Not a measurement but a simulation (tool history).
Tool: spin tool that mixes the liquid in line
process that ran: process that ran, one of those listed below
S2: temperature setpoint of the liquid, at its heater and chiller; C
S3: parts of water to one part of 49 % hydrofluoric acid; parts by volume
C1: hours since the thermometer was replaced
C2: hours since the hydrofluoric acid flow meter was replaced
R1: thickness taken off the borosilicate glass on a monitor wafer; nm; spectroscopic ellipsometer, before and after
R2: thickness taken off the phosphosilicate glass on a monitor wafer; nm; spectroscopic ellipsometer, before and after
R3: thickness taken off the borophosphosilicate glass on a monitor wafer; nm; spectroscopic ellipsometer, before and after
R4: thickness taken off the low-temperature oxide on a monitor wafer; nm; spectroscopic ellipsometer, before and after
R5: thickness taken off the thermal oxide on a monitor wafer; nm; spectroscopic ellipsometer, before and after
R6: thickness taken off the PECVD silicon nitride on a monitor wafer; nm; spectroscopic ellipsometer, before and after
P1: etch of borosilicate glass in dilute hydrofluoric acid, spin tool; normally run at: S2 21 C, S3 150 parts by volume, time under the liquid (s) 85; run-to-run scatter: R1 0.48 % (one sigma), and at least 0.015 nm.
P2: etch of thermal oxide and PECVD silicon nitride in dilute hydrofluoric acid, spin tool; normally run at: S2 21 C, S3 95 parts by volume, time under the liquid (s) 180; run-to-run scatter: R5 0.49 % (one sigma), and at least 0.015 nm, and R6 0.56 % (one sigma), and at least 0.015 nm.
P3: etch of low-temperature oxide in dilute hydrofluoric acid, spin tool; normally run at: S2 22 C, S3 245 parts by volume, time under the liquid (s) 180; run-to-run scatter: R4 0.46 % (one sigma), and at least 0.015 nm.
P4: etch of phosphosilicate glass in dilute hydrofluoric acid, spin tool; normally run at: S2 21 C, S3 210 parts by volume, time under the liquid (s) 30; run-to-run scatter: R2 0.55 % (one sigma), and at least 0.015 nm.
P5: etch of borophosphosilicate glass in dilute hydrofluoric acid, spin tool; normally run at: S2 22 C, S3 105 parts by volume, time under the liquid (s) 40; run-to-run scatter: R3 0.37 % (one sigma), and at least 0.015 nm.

{"run": 1, "day": 0.712, "process that ran": "P1", "S2": 21, "S3": 150, "time under the liquid (s)": 85, "C1": 453.4, "C2": 1273.8, "R1": 13.353}
{"run": 2, "day": 1.333, "process that ran": "P1", "S2": 27.5, "S3": 150, "time under the liquid (s)": 85, "C1": 468.3, "C2": 1288.7, "R1": 16.977}
{"run": 3, "day": 1.817, "process that ran": "P4", "S2": 21, "S3": 40, "time under the liquid (s)": 30, "C1": 479.9, "C2": 1300.3, "R2": 61.425}
{"run": 4, "day": 2.558, "process that ran": "P5", "S2": 17, "S3": 105, "time under the liquid (s)": 40, "C1": 497.7, "C2": 1318.1, "R3": 13.943}
{"run": 5, "day": 3.058, "process that ran": "P3", "S2": 29, "S3": 245, "time under the liquid (s)": 180, "C1": 509.7, "C2": 1330.1, "R4": 25.743}
{"run": 6, "day": 3.788, "process that ran": "P1", "S2": 21, "S3": 150, "time under the liquid (s)": 85, "C1": 527.2, "C2": 1347.6, "R1": 13.357}
{"run": 7, "day": 4.175, "process that ran": "P1", "S2": 21, "S3": 150, "time under the liquid (s)": 85, "C1": 536.5, "C2": 1356.9, "R1": 13.282}
{"run": 8, "day": 4.6, "process that ran": "P2", "S2": 21, "S3": 95, "time under the liquid (s)": 180, "C1": 546.7, "C2": 1367.1, "R5": 8.4252, "R6": 4.8554}
{"run": 9, "day": 5.292, "process that ran": "P1", "S2": 21, "S3": 265, "time under the liquid (s)": 85, "C1": 563.3, "C2": 1383.7, "R1": 6.6783}
{"run": 10, "day": 5.667, "process that ran": "P2", "S2": 17, "S3": 95, "time under the liquid (s)": 180, "C1": 572.3, "C2": 1392.7, "R5": 7.1257, "R6": 3.7166}
{"run": 11, "day": 6.142, "process that ran": "P4", "S2": 21, "S3": 210, "time under the liquid (s)": 30, "C1": 583.7, "C2": 1404.1, "R2": 9.6451}
{"run": 12, "day": 6.517, "process that ran": "P5", "S2": 22, "S3": 105, "time under the liquid (s)": 60, "C1": 592.7, "C2": 1413.1, "R3": 25.782}
{"run": 13, "day": 7.188, "process that ran": "P3", "S2": 22, "S3": 430, "time under the liquid (s)": 180, "C1": 608.8, "C2": 1429.2, "R4": 9.7429}
{"run": 14, "day": 7.75, "process that ran": "P3", "S2": 22, "S3": 245, "time under the liquid (s)": 265, "C1": 622.3, "C2": 1442.7, "R4": 29.452}
{"run": 15, "day": 8.158, "process that ran": "P1", "S2": 21, "S3": 150, "time under the liquid (s)": 155, "C1": 632.1, "C2": 1452.5, "R1": 24.186}
{"run": 16, "day": 8.929, "process that ran": "P1", "S2": 21, "S3": 150, "time under the liquid (s)": 85, "C1": 650.6, "C2": 1471, "R1": 13.265}
{"run": 17, "day": 9.354, "process that ran": "P3", "S2": 22, "S3": 245, "time under the liquid (s)": 180, "C1": 660.8, "C2": 1481.2, "R4": 19.995}
{"run": 18, "day": 9.804, "process that ran": "P1", "S2": 17, "S3": 150, "time under the liquid (s)": 85, "C1": 671.6, "C2": 1492, "R1": 11.326}
{"run": 19, "day": 10.533, "process that ran": "P4", "S2": 25.5, "S3": 210, "time under the liquid (s)": 30, "C1": 689.1, "C2": 1509.5, "R2": 11.434}
{"run": 20, "day": 11.071, "process that ran": "P5", "S2": 22, "S3": 105, "time under the liquid (s)": 40, "C1": 702, "C2": 1522.4, "R3": 17.115}
{"run": 21, "day": 11.854, "process that ran": "P1", "S2": 21, "S3": 150, "time under the liquid (s)": 85, "C1": 720.8, "C2": 1541.2, "R1": 13.285}
{"run": 22, "day": 12.579, "process that ran": "P4", "S2": 21, "S3": 210, "time under the liquid (s)": 15, "C1": 738.2, "C2": 1558.6, "R2": 4.7839}
{"run": 23, "day": 12.979, "process that ran": "P1", "S2": 21, "S3": 70, "time under the liquid (s)": 125, "C1": 747.8, "C2": 1568.2, "R1": 45.737}
{"run": 24, "day": 13.362, "process that ran": "P2", "S2": 21, "S3": 95, "time under the liquid (s)": 325, "C1": 757, "C2": 1577.4, "R5": 15.38, "R6": 8.7859}
{"run": 25, "day": 14.054, "process that ran": "P1", "S2": 25, "S3": 150, "time under the liquid (s)": 35, "C1": 773.6, "C2": 1594, "R1": 6.4132}
{"run": 26, "day": 14.567, "process that ran": "P3", "S2": 22, "S3": 245, "time under the liquid (s)": 180, "C1": 785.9, "C2": 1606.3, "R4": 20.193}
{"run": 27, "day": 15.221, "process that ran": "P2", "S2": 21, "S3": 160, "time under the liquid (s)": 180, "C1": 801.6, "C2": 1622, "R5": 4.6788, "R6": 2.8782}
{"run": 28, "day": 15.712, "process that ran": "P5", "S2": 22, "S3": 145, "time under the liquid (s)": 40, "C1": 813.4, "C2": 1633.8, "R3": 11.901}
{"run": 29, "day": 16.404, "process that ran": "P1", "S2": 21, "S3": 150, "time under the liquid (s)": 85, "C1": 830, "C2": 1650.4, "R1": 13.298}
{"run": 30, "day": 17.192, "process that ran": "P1", "S2": 21, "S3": 150, "time under the liquid (s)": 85, "C1": 848.9, "C2": 1669.3, "R1": 13.338}
{"run": 31, "day": 17.733, "process that ran": "P2", "S2": 21, "S3": 95, "time under the liquid (s)": 180, "C1": 861.9, "C2": 1682.3, "R5": 8.4536, "R6": 4.8418}
{"run": 32, "day": 18.125, "process that ran": "P1", "S2": 21, "S3": 75, "time under the liquid (s)": 85, "C1": 871.3, "C2": 1691.7, "R1": 28.783}
{"run": 33, "day": 18.683, "process that ran": "P1", "S2": 21, "S3": 150, "time under the liquid (s)": 35, "C1": 884.7, "C2": 1705.1, "R1": 5.502}
{"run": 34, "day": 19.454, "process that ran": "P1", "S2": 21, "S3": 150, "time under the liquid (s)": 85, "C1": 903.2, "C2": 1723.6, "R1": 13.277}
{"run": 35, "day": 19.933, "process that ran": "P1", "S2": 21, "S3": 150, "time under the liquid (s)": 85, "C1": 914.7, "C2": 1735.1, "R1": 13.576}
{"run": 36, "day": 20.617, "process that ran": "P1", "S2": 21, "S3": 150, "time under the liquid (s)": 85, "C1": 931.1, "C2": 1751.5, "R1": 13.908}
{"run": 37, "day": 21.346, "process that ran": "P1", "S2": 21, "S3": 150, "time under the liquid (s)": 85, "C1": 948.6, "C2": 1769, "R1": 13.871}
{"run": 38, "day": 21.967, "process that ran": "P1", "S2": 21, "S3": 150, "time under the liquid (s)": 85, "C1": 963.5, "C2": 1783.9, "R1": 14.112}
{"run": 39, "day": 22.675, "process that ran": "P1", "S2": 21, "S3": 150, "time under the liquid (s)": 85, "C1": 980.5, "C2": 1800.9, "R1": 14.017}
{"run": 40, "day": 23.083, "process that ran": "P1", "S2": 21, "S3": 150, "time under the liquid (s)": 85, "C1": 990.3, "C2": 1810.7, "R1": 14.129}
{"run": 41, "day": 23.538, "process that ran": "P1", "S2": 21, "S3": 150, "time under the liquid (s)": 85, "C1": 1001.2, "C2": 1821.6, "R1": 14.104}
{"run": 42, "day": 24.142, "process that ran": "P1", "S2": 21, "S3": 150, "time under the liquid (s)": 85, "C1": 1015.7, "C2": 1836.1, "R1": 14.198}
{"run": 43, "day": 24.629, "process that ran": "P1", "S2": 21, "S3": 150, "time under the liquid (s)": 85, "C1": 1027.4, "C2": 1847.8, "R1": 14.173}

What P1 gives has crept away from where it was. These 2 causes fit the log equally well, each at the size given:
A: liquid hotter than its thermometer reads (K) = 1.62
B: hydrofluoric acid flow above the setpoint (%) = 5.63
The creep began at about day 19.454.

4 check runs are offered, one wafer each, their results left as question marks. Which one tells the causes apart?
{"run": "check 1", "day": 25.117, "process that ran": "P5", "S2": 22, "S3": 105, "time under the liquid (s)": 40, "R3": "?"}
{"run": "check 2", "day": 25.117, "process that ran": "P3", "S2": 22, "S3": 245, "time under the liquid (s)": 180, "R4": "?"}
{"run": "check 3", "day": 25.117, "process that ran": "P4", "S2": 21, "S3": 210, "time under the liquid (s)": 30, "R2": "?"}
{"run": "check 4", "day": 25.117, "process that ran": "P2", "S2": 21, "S3": 95, "time under the liquid (s)": 180, "R5": "?", "R6": "?"}

What each check would give under each cause:
check=check_1 result=R3 if_A=18.257 if_B=18.197
check=check_2 result=R4 if_A=21.258 if_B=21.444
check=check_3 result=R2 if_A=10.271 if_B=10.322
check=check_4 result=R5 if_A=9.0071 if_B=8.9612
check=check_4 result=R6 if_A=5.4089 if_B=5.1177
How far apart the two closest causes lie, in the result that separates them most: check 1 0.33 %; check 2 0.87 %; check 3 0.5 %; check 4 5.53 %
Check 4 tells the causes apart: in the others they would give nearly the same result.

Then check 4 was run and gave: R5 9.0445 nm; R6 5.4151 nm. Which cause is it?

It is A: liquid hotter than its thermometer reads (K).

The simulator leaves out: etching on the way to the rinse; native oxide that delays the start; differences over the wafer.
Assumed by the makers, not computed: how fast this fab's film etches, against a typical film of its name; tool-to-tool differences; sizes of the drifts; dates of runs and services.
